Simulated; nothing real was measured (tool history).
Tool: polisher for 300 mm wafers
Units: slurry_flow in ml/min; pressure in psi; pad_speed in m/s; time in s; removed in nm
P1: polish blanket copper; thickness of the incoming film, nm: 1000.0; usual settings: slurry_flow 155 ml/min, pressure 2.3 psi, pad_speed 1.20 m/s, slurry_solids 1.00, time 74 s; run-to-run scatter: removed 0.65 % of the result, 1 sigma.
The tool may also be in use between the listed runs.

run	hour	slurry_flow	pressure	pad_speed	slurry_solids	time	removed
1	15.9	155	2.3	1.20	1.00	74	178.090
2	25.7	155	2.3	1.20	1.00	74	175.890
3	33.7	155	2.3	1.20	1.00	54	130.680
4	43.8	155	2.3	1.58	1.00	74	234.880
5	57.0	155	2.3	0.54	1.00	74	79.506
6	71.0	155	2.3	1.20	1.00	74	180.530
7	81.5	225	2.3	1.50	1.00	74	233.270
8	92.0	155	2.3	1.20	1.45	74	193.980
9	107.3	115	2.3	1.20	1.00	100	224.180
10	121.3	95	2.3	1.20	1.00	74	160.360
11	137.6	155	2.3	1.20	0.60	94	202.490
12	147.1	155	2.9	1.20	1.00	74	224.400
13	158.9	155	2.3	1.20	1.00	93	223.050
14	174.5	235	2.3	1.20	1.00	74	187.620
# hour 185.5: head pressure recalibrated
15	186.4	155	2.3	1.20	1.00	74	177.730
16	196.0	155	2.3	1.20	0.60	74	159.230
17	205.9	155	2.3	1.20	1.00	74	177.400
18	215.1	155	1.6	1.20	1.00	74	124.680
19	229.7	155	2.3	1.20	1.00	74	178.120
20	237.4	155	2.3	1.20	1.00	74	174.640
21	247.3	155	2.3	1.20	1.00	74	172.620
22	258.7	155	2.3	1.20	1.00	74	169.550
# hour 259.9: slurry blender recalibrated
# hour 265.1: head pressure recalibrated
23	267.9	155	2.3	1.20	1.00	74	167.830
24	276.3	155	2.3	1.20	1.00	74	166.840
25	292.6	155	2.3	1.20	1.00	74	166.850
26	307.1	155	2.3	1.20	1.00	74	165.250
27	314.7	155	2.3	1.20	1.00	74	166.370

What P1 gives has crept away from where it was. These 2 causes fit the log equally well, each at the size given:
A: slurry flow missing at the pad, % = 30.9
B: removal rate lost through wear of the pad, % = 7.06
The creep began at about hour 229.7.
Why every other cause is out:
head's pressure below its setpoint, %: serviced at hour 265.1, which brought nothing back
abrasive missing from the slurry, %: serviced at hour 259.9, which brought nothing back

4 check runs are offered, each on 2 wafers whose results are averaged, their results left as question marks. Which one tells the causes apart?
check 1	322.3	185	2.3	1.20	1.00	74	?
check 2	322.3	155	2.3	1.46	1.00	74	?
check 3	322.3	95	2.3	1.20	1.00	74	?
check 4	322.3	155	2.3	1.20	1.25	74	?

What each check would give under each cause:
check	result	if A	if B
check 1	removed	172.490	170.590
check 2	removed	202.030	202.000
check 3	removed	144.080	149.850
check 4	removed	174.290	174.270
How far apart the two closest causes lie, in the result that separates them most: check 1 1.11 %; check 2 0.01 %; check 3 3.93 %; check 4 0.01 %
Check 3 tells the causes apart: in the others they would give nearly the same result.

Then check 3 was run and gave: removed 149.140 nm. Which cause is it?

It is B: removal rate lost through wear of the pad, %.
